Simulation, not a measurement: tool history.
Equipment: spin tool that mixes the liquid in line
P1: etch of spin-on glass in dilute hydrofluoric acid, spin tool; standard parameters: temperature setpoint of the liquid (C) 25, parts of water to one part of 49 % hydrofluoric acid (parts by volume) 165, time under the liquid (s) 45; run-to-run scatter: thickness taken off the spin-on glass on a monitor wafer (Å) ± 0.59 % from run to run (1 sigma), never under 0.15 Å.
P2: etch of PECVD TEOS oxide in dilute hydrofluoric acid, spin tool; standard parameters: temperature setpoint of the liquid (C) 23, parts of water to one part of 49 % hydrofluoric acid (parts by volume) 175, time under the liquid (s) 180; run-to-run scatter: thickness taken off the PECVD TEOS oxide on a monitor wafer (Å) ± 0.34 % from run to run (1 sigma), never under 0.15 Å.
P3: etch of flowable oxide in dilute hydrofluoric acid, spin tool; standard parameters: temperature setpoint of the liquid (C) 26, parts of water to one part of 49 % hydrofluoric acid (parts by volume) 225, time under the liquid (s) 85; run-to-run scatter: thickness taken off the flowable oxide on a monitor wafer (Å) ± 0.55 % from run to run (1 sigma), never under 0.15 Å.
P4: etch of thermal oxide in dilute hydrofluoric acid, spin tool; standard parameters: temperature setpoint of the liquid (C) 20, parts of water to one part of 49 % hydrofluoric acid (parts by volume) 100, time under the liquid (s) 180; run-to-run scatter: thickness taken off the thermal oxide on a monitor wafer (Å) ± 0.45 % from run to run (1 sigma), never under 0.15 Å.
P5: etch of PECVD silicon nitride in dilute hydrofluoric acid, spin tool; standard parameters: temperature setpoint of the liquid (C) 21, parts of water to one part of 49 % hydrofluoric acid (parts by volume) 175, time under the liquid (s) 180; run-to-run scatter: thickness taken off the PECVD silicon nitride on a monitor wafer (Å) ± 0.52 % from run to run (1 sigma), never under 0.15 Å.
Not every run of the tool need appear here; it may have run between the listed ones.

run,day,process that ran,temperature setpoint of the liquid (C),parts of water to one part of 49 % hydrofluoric acid (parts by volume),time under the liquid (s),hours since the thermometer was replaced,hours since the hydrofluoric acid flow meter was replaced,thickness taken off the spin-on glass on a monitor wafer (Å),thickness taken off the PECVD TEOS oxide on a monitor wafer (Å),thickness taken off the flowable oxide on a monitor wafer (Å),thickness taken off the thermal oxide on a monitor wafer (Å),thickness taken off the PECVD silicon nitride on a monitor wafer (Å)
1,0.429,P1,25,165,45,1717.7,549.3,55.609,,,,
2,0.792,P1,29,165,45,1726.4,558,63.783,,,,
3,1.158,P2,23,175,180,1735.2,566.8,,234.69,,,
4,1.496,P1,25,165,45,1743.3,574.9,55.427,,,,
5,2.042,P3,26,225,85,1756.4,588,,,170.61,,
6,2.5,P3,26,225,85,1767.4,599,,,170.26,,
7,3.096,P4,20,100,180,1781.7,613.3,,,,75.608,
8,3.692,P1,19,165,80,1796,627.6,79.33,,,,
9,4.217,P1,25,165,45,1808.6,640.2,55.58,,,,
10,4.571,P1,25,165,15,1817.1,648.7,18.616,,,,
11,5.192,P5,21,175,180,1832,663.6,,,,,47.238
12,5.508,P2,23,240,180,1839.6,671.2,,161.13,,,
13,5.825,P1,25,165,45,1847.2,678.8,55.152,,,,
14,6.333,P2,23,175,15,1859.4,691,,19.575,,,
15,6.712,P4,20,100,180,1868.5,700.1,,,,75.402,
16,7.288,P1,25,165,70,1882.3,713.9,87.177,,,,
17,7.829,P5,21,175,270,1895.3,726.9,,,,,71.63
18,8.379,P4,20,100,15,1908.5,740.1,,,,6.3529,
19,8.85,P4,20,175,180,1919.8,751.4,,,,39.759,
20,9.238,P5,17,175,180,1929.1,760.7,,,,,36.406
21,9.617,P1,25,85,45,1938.2,769.8,118.39,,,,
22,9.908,P1,25,290,45,1945.2,776.8,27.05,,,,
23,10.483,P1,32,165,65,1959,790.6,103.73,,,,
24,10.904,P4,17,100,180,1969.1,800.7,,,,66.595,
25,11.292,P1,25,165,45,1978.4,810,55.303,,,,
26,11.862,P3,26,225,120,1992.1,823.7,,,242.8,,
27,12.408,P1,25,165,45,2005.2,836.8,55.646,,,,
28,12.888,P1,20,165,45,2016.7,848.3,46.108,,,,
29,13.396,P2,27.5,175,180,2028.9,860.5,,279.63,,,
30,13.962,P3,26,305,85,2042.5,874.1,,,115.45,,
31,14.396,P5,21,175,180,2052.9,884.5,,,,,47.363
32,14.967,P5,21,280,180,2066.6,898.2,,,,,29.801
33,15.275,P3,21,225,85,2074,905.6,,,142.24,,
34,15.892,P1,25,165,45,2088.8,920.4,55.989,,,,
35,16.171,P1,25,165,45,2095.5,927.1,54.78,,,,
36,16.779,P1,25,165,45,2110.1,941.7,53.534,,,,
37,17.279,P1,25,165,45,2122.1,953.7,52.659,,,,
38,17.708,P1,25,165,45,2132.4,964,52.766,,,,
39,18.296,P1,25,165,45,2146.5,978.1,51.716,,,,
40,18.6,P1,25,165,45,2153.8,985.4,51.938,,,,
41,19.017,P1,25,165,45,2163.8,995.4,52.203,,,,
42,19.608,P1,25,165,45,2178,1009.6,52.21,,,,
43,20.133,P1,25,165,45,2190.6,1022.2,52.359,,,,

The output of P1 has drifted from where it used to be. Each of the 2 causes below, taken at the size shown beside it, accounts for the log equally well:
A: liquid colder than its thermometer reads (K) = 1.82
B: hydrofluoric acid flow below the setpoint (%) = 5.6
Onset of the creep was near day 15.892.

Below are 4 check runs, each on a single wafer, with their results shown as question marks. Which of them would tell the listed causes apart, meaning the causes would give clearly different results under it?
check 1,20.658,P5,21,175,180,,,,,,,?
check 2,20.658,P3,26,225,85,,,,,?,,
check 3,20.658,P4,20,100,180,,,,,,?,
check 4,20.658,P2,23,175,180,,,,?,,,

If the cause were each of the candidates in turn, the checks would give the following:
check,result,if A,if B
check 1,thickness taken off the PECVD silicon nitride on a monitor wafer (Å),41.996,44.776
check 2,thickness taken off the flowable oxide on a monitor wafer (Å),159.91,158.83
check 3,thickness taken off the thermal oxide on a monitor wafer (Å),70.25,71.039
check 4,thickness taken off the PECVD TEOS oxide on a monitor wafer (Å),220.17,220.39
How far apart the two closest causes lie, in the result that separates them most: check 1 6.41 %; check 2 0.68 %; check 3 1.12 %; check 4 0.1 %
The other checks would show nearly matching results whichever cause is true, so check 1 is the only one that separates the causes.

Check 1 has now been run. It gave: thickness taken off the PECVD silicon nitride on a monitor wafer (Å) 44.835. Which of the candidate causes is it?

The correct cause is B, namely: hydrofluoric acid flow below the setpoint (%).
